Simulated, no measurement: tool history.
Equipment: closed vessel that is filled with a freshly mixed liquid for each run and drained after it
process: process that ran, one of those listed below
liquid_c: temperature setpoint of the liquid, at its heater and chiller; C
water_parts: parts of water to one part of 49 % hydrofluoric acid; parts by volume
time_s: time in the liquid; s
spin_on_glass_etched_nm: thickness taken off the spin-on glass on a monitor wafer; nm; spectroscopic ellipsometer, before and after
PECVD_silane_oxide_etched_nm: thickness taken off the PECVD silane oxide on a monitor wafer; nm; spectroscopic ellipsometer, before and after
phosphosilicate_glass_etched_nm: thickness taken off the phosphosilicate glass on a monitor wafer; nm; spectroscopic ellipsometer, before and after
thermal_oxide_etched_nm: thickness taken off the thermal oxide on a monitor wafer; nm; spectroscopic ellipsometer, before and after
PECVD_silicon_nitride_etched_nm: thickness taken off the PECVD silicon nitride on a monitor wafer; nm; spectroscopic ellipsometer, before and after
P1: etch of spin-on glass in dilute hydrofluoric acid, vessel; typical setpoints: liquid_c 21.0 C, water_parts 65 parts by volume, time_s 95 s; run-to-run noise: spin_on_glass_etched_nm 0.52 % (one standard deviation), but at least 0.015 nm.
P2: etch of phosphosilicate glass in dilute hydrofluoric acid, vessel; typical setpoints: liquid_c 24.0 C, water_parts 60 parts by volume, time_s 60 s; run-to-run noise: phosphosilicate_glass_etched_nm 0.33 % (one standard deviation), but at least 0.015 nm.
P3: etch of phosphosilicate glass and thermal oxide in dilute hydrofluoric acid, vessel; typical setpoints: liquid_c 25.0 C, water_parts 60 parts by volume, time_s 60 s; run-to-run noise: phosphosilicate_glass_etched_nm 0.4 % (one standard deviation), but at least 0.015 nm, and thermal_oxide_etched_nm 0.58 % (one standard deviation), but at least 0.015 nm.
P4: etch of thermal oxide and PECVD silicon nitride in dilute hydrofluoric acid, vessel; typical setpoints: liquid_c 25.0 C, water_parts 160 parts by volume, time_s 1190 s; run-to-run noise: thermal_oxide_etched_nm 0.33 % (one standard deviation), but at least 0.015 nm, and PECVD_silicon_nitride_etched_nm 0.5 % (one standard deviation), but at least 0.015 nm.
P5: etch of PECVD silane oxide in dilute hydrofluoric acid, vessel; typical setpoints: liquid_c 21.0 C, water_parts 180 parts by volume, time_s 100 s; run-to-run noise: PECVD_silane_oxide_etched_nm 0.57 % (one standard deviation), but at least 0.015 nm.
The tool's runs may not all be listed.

| run | hour | process | liquid_c | water_parts | time_s | spin_on_glass_etched_nm | PECVD_silane_oxide_etched_nm | phosphosilicate_glass_etched_nm | thermal_oxide_etched_nm | PECVD_silicon_nitride_etched_nm |
|---|---|---|---|---|---|---|---|---|---|---|
| 1 | 3.3 | P1 | 21.0 | 65 | 95 | 55.609 |  |  |  |  |
| 2 | 7.9 | P5 | 21.0 | 180 | 30 |  | 2.8277 |  |  |  |
| 3 | 14.2 | P5 | 21.0 | 180 | 100 |  | 9.3993 |  |  |  |
|  | 18.5 | hydrofluoric acid flow meter replaced |
| 4 | 19.5 | P5 | 17.0 | 180 | 100 |  | 8.1759 |  |  |  |
| 5 | 25.9 | P5 | 21.0 | 255 | 100 |  | 6.2258 |  |  |  |
| 6 | 30.0 | P2 | 24.0 | 60 | 60 |  |  | 87.366 |  |  |
| 7 | 34.8 | P2 | 24.0 | 95 | 60 |  |  | 52.822 |  |  |
| 8 | 38.4 | P2 | 24.0 | 60 | 30 |  |  | 43.895 |  |  |
| 9 | 41.7 | P1 | 21.0 | 115 | 95 | 29.484 |  |  |  |  |
| 10 | 47.5 | P1 | 21.0 | 65 | 95 | 55.543 |  |  |  |  |
| 11 | 51.5 | P1 | 21.0 | 65 | 95 | 55.555 |  |  |  |  |
| 12 | 56.0 | P5 | 21.0 | 180 | 100 |  | 9.3927 |  |  |  |
| 13 | 62.9 | P4 | 25.0 | 160 | 1190 |  |  |  | 33.7950 | 42.813 |
| 14 | 69.1 | P1 | 17.0 | 65 | 95 | 47.023 |  |  |  |  |
| 15 | 73.6 | P1 | 28.0 | 30 | 95 | 169.800 |  |  |  |  |
| 16 | 78.2 | P4 | 25.0 | 160 | 2210 |  |  |  | 63.1060 | 78.872 |
| 17 | 82.0 | P1 | 21.0 | 65 | 50 | 28.974 |  |  |  |  |
| 18 | 85.1 | P1 | 21.0 | 65 | 95 | 56.066 |  |  |  |  |
| 19 | 88.2 | P3 | 25.0 | 100 | 60 |  |  | 80.728 | 2.9370 |  |
| 20 | 92.6 | P3 | 25.0 | 60 | 60 |  |  | 141.710 | 5.1071 |  |
| 21 | 98.7 | P4 | 25.0 | 275 | 1190 |  |  |  | 17.4960 | 24.601 |
| 22 | 102.2 | P1 | 21.0 | 65 | 185 | 107.900 |  |  |  |  |
| 23 | 108.7 | P1 | 21.0 | 20 | 95 | 191.430 |  |  |  |  |
| 24 | 112.4 | P4 | 17.0 | 160 | 1190 |  |  |  | 25.1330 | 24.884 |
| 25 | 119.4 | P2 | 32.0 | 60 | 60 |  |  | 119.960 |  |  |
| 26 | 126.2 | P1 | 21.0 | 20 | 140 | 279.560 |  |  |  |  |
| 27 | 131.5 | P3 | 19.5 | 60 | 60 |  |  | 112.100 | 4.1078 |  |
| 28 | 137.2 | P3 | 25.0 | 60 | 115 |  |  | 273.840 | 9.9553 |  |
| 29 | 141.9 | P1 | 21.0 | 65 | 95 | 55.989 |  |  |  |  |
| 30 | 148.4 | P1 | 25.5 | 65 | 95 | 66.437 |  |  |  |  |
| 31 | 155.0 | P3 | 25.0 | 60 | 60 |  |  | 142.150 | 5.1491 |  |
| 32 | 161.1 | P2 | 24.0 | 60 | 60 |  |  | 87.514 |  |  |
| 33 | 165.1 | P1 | 21.0 | 65 | 95 | 55.953 |  |  |  |  |
| 34 | 170.7 | P1 | 21.0 | 65 | 95 | 57.567 |  |  |  |  |
| 35 | 176.8 | P1 | 21.0 | 65 | 95 | 58.638 |  |  |  |  |
| 36 | 181.0 | P1 | 21.0 | 65 | 95 | 59.596 |  |  |  |  |
| 37 | 184.4 | P1 | 21.0 | 65 | 95 | 59.500 |  |  |  |  |
| 38 | 190.3 | P1 | 21.0 | 65 | 95 | 59.632 |  |  |  |  |
| 39 | 196.5 | P1 | 21.0 | 65 | 95 | 60.066 |  |  |  |  |
| 40 | 199.8 | P1 | 21.0 | 65 | 95 | 60.664 |  |  |  |  |
| 41 | 206.1 | P1 | 21.0 | 65 | 95 | 60.098 |  |  |  |  |
| 42 | 212.4 | P1 | 21.0 | 65 | 95 | 60.134 |  |  |  |  |

Something has made what P1 gives creep away from where it was; the 2 causes below, each at its own stated size, fit the log equally well:
A: liquid hotter than its thermometer reads (K) = 2.09
B: hydrofluoric acid flow above the setpoint (%) = 8.34
The gradual shift began around hour 165.1.

4 check runs are offered, one wafer each, their results left as question marks. Which one tells the causes apart?
| check 1 | 218.7 | P4 | 25.0 | 160 | 1190 |  |  |  | ? | ? |
| check 2 | 218.7 | P2 | 24.0 | 60 | 60 |  |  | ? |  |  |
| check 3 | 218.7 | P3 | 25.0 | 60 | 60 |  |  | ? | ? |  |
| check 4 | 218.7 | P5 | 21.0 | 180 | 100 |  | ? |  |  |  |

Outcome of each check run for each possible cause:
| check | result | if A | if B |
|---|---|---|---|
| check 1 | thermal_oxide_etched_nm | 36.8820 | 37.5070 |
| check 1 | PECVD_silicon_nitride_etched_nm | 48.365 | 45.902 |
| check 2 | phosphosilicate_glass_etched_nm | 95.382 | 95.532 |
| check 3 | phosphosilicate_glass_etched_nm | 154.520 | 154.890 |
| check 3 | thermal_oxide_etched_nm | 5.6101 | 5.6237 |
| check 4 | PECVD_silane_oxide_etched_nm | 10.1950 | 10.3440 |
Smallest distance between any two causes, each pair judged by its most separating result, in per cent: check 1 5.23 %; check 2 0.16 %; check 3 0.24 %; check 4 1.46 %
Of the check runs offered, only check 1 discriminates between the causes; the rest would read about the same regardless of which cause applies.

Here is what check 1 returned: thermal_oxide_etched_nm 36.8150 nm; PECVD_silicon_nitride_etched_nm 48.153 nm. Which cause is it?

It was cause A: liquid hotter than its thermometer reads (K).

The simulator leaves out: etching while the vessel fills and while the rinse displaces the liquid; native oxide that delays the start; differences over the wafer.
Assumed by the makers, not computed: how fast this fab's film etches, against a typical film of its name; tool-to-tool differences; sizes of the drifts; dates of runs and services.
